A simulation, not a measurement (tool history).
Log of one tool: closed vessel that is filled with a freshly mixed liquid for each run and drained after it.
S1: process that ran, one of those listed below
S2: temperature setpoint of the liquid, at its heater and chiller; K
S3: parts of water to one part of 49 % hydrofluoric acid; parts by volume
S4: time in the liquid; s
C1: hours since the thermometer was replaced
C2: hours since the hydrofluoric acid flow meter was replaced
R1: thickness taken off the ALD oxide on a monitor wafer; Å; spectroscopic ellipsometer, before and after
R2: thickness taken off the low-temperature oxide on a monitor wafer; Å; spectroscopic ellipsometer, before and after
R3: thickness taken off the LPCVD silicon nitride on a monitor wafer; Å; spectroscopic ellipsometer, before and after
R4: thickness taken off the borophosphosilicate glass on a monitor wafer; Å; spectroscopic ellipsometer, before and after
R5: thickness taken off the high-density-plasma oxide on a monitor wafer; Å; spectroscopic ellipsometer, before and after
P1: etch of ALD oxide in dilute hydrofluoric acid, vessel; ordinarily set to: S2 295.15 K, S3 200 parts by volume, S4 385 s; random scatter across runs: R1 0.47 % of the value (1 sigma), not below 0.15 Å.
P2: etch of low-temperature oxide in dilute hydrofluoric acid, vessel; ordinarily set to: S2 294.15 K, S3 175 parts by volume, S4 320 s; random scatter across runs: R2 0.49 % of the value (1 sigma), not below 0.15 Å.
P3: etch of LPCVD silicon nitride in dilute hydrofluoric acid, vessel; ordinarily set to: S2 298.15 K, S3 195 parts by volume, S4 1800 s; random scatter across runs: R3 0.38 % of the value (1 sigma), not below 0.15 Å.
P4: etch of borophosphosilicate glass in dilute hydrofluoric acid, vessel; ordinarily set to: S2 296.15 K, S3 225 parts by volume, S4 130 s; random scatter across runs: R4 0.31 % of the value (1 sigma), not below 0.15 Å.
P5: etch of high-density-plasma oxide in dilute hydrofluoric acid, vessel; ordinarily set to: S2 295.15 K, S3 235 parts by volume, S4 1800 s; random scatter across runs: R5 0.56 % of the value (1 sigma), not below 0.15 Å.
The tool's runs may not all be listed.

run,hour,S1,S2,S3,S4,C1,C2,R1,R2,R3,R4,R5
1,6.1,P1,295.15,200,385,1184.3,409.6,251.390,,,,
2,13.7,P2,294.15,175,95,1191.9,417.2,,52.194,,,
3,17.9,P3,298.15,195,1800,1196.1,421.4,,,52.890,,
4,26.8,P1,295.15,200,385,1205.0,430.3,252.350,,,,
5,33.5,P2,300.65,175,320,1211.7,437.0,,225.880,,,
6,41.4,P3,290.65,195,1800,1219.6,444.9,,,32.230,,
7,46.5,P1,291.65,200,75,1224.7,450.0,43.151,,,,
8,53.6,P4,296.15,225,130,1231.8,457.1,,,,331.86,
9,62.1,P4,296.15,225,130,1240.3,465.6,,,,330.73,
# hour 67.9: thermometer replaced
10,68.8,P1,300.15,200,385,1.0,472.3,305.500,,,,
11,77.7,P5,302.65,235,1800,9.9,481.2,,,,,412.05
12,83.7,P5,295.15,420,1800,15.9,487.2,,,,,149.27
13,89.3,P4,290.15,225,130,21.5,492.8,,,,262.19,
14,93.6,P1,295.15,280,195,25.8,497.1,84.033,,,,
15,100.7,P3,298.15,195,3615,32.9,504.2,,,105.000,,
16,107.8,P4,296.15,340,130,40.0,511.3,,,,197.10,
17,115.0,P1,290.15,200,385,47.2,518.5,208.450,,,,
18,120.5,P1,295.15,200,385,52.7,524.0,254.060,,,,
19,125.9,P5,295.15,235,855,58.1,529.4,,,,,149.45
20,130.9,P3,298.15,195,1800,63.1,534.4,,,52.404,,
21,135.9,P1,295.15,200,640,68.1,539.4,425.110,,,,
22,143.7,P1,295.15,200,385,75.9,547.2,251.220,,,,
23,149.7,P1,295.15,310,385,81.9,553.2,146.130,,,,
24,155.7,P1,295.15,200,385,87.9,559.2,252.110,,,,
25,160.8,P4,296.15,225,230,93.0,564.3,,,,585.44,
26,167.4,P3,298.15,325,1800,99.6,570.9,,,31.479,,
27,175.2,P5,295.15,235,1800,107.4,578.7,,,,,314.50
28,182.6,P2,294.15,310,320,114.8,586.1,,86.682,,,
29,188.5,P1,295.15,200,195,120.7,592.0,128.290,,,,
30,194.7,P2,294.15,175,320,126.9,598.2,,175.620,,,

The next listed run, before its measurement:
31,200.3,P1,295.15,75,385,132.5,603.8,?,,,,

{"run 31": {"R1": 764.85}}

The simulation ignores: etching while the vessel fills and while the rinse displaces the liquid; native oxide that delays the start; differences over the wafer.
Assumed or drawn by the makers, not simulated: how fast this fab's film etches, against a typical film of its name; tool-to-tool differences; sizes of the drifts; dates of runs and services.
